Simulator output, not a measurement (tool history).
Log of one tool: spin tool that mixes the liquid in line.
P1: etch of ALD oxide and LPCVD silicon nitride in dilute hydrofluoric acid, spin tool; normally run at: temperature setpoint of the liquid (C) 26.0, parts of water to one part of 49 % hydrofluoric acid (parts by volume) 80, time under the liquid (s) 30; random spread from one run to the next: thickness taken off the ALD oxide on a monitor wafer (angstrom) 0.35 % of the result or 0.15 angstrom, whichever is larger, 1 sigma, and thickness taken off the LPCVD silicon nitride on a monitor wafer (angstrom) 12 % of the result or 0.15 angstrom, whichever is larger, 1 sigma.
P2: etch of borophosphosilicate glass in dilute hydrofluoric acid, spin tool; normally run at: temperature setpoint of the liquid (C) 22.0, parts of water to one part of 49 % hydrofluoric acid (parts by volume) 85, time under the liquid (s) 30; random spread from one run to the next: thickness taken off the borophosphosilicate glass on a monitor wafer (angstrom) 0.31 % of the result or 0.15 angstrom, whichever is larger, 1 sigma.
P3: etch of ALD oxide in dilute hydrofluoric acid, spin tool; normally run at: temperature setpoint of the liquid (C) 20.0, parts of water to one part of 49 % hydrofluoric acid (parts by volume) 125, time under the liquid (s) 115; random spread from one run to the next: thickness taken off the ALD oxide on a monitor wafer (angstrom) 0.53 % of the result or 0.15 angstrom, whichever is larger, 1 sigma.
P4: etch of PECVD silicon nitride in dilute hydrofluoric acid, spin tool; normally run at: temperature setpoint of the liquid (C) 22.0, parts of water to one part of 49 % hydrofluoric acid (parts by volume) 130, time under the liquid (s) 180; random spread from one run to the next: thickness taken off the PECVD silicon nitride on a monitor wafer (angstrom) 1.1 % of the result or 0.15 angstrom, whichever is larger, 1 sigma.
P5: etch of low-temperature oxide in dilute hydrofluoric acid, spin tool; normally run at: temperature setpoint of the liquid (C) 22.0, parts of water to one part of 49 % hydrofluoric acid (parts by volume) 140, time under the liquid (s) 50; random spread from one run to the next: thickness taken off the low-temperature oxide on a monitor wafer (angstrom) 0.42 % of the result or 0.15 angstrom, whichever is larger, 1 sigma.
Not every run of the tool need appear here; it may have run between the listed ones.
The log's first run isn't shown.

| run | day | process that ran | temperature setpoint of the liquid (C) | parts of water to one part of 49 % hydrofluoric acid (parts by volume) | time under the liquid (s) | hours since the thermometer was replaced | hours since the hydrofluoric acid flow meter was replaced | thickness taken off the ALD oxide on a monitor wafer (angstrom) | thickness taken off the LPCVD silicon nitride on a monitor wafer (angstrom) | thickness taken off the low-temperature oxide on a monitor wafer (angstrom) | thickness taken off the PECVD silicon nitride on a monitor wafer (angstrom) | thickness taken off the borophosphosilicate glass on a monitor wafer (angstrom) |
|---|---|---|---|---|---|---|---|---|---|---|---|---|
| 2 | 0.746 | P3 | 20.0 | 125 | 115 | 1158.3 | 650.1 | 155.100 |  |  |  |  |
| 3 | 1.012 | P1 | 26.0 | 20 | 30 | 1164.7 | 656.5 | 452.350 | 10.94100 |  |  |  |
| 4 | 1.238 | P1 | 26.0 | 80 | 60 | 1170.1 | 661.9 | 208.760 | 4.45190 |  |  |  |
| 5 | 1.512 | P1 | 26.0 | 80 | 30 | 1176.7 | 668.5 | 103.360 | 2.05650 |  |  |  |
| 6 | 1.867 | P1 | 18.5 | 140 | 30 | 1185.2 | 677.0 | 40.757 | 0.70057 |  |  |  |
| 7 | 2.233 | P5 | 22.0 | 140 | 50 | 1194.0 | 685.8 |  |  | 84.903 |  |  |
| 8 | 2.508 | P1 | 26.0 | 80 | 30 | 1200.6 | 692.4 | 104.030 | 2.27070 |  |  |  |
| 9 | 2.829 | P1 | 31.0 | 80 | 30 | 1208.3 | 700.1 | 125.660 | 3.28930 |  |  |  |
| 10 | 3.092 | P5 | 28.5 | 140 | 50 | 1214.6 | 706.4 |  |  | 109.090 |  |  |
| 11 | 3.433 | P4 | 22.0 | 130 | 180 | 1222.8 | 714.6 |  |  |  | 21.110 |  |
| 12 | 3.675 | P4 | 22.0 | 130 | 180 | 1228.6 | 720.4 |  |  |  | 20.814 |  |
| 13 | 4.021 | P4 | 28.5 | 130 | 180 | 1236.9 | 728.7 |  |  |  | 31.401 |  |
| 14 | 4.325 | P1 | 20.0 | 80 | 30 | 1244.2 | 736.0 | 81.789 | 1.50590 |  |  |  |
| 15 | 4.621 | P1 | 30.5 | 80 | 15 | 1251.3 | 743.1 | 61.378 | 1.54470 |  |  |  |
| 16 | 5.025 | P4 | 22.0 | 130 | 325 | 1261.0 | 752.8 |  |  |  | 37.850 |  |
| 17 | 5.429 | P2 | 22.0 | 85 | 30 | 1270.7 | 762.5 |  |  |  |  | 140.820 |
| 18 | 5.779 | P2 | 22.0 | 85 | 30 | 1279.1 | 770.9 |  |  |  |  | 141.750 |
| 19 | 6.100 | P1 | 26.0 | 80 | 30 | 1286.8 | 778.6 | 104.190 | 2.03490 |  |  |  |
| 20 | 6.392 | P5 | 22.0 | 140 | 95 | 1293.8 | 785.6 |  |  | 162.160 |  |  |
| 21 | 6.642 | P2 | 22.0 | 85 | 15 | 1299.8 | 791.6 |  |  |  |  | 70.263 |
| 22 | 7.017 | P1 | 26.0 | 80 | 30 | 1308.8 | 800.6 | 103.910 | 2.06080 |  |  |  |
| 23 | 7.383 | P5 | 22.0 | 80 | 50 | 1317.6 | 809.4 |  |  | 159.310 |  |  |
| 24 | 7.729 | P5 | 22.0 | 140 | 50 | 1325.9 | 817.7 |  |  | 84.643 |  |  |

For run 25, what comes out?
| 25 | 7.917 | P3 | 20.0 | 195 | 115 | 1330.4 | 822.2 | ? |  |  |  |  |

Run 25 measured thickness taken off the ALD oxide on a monitor wafer (angstrom) 92.234.
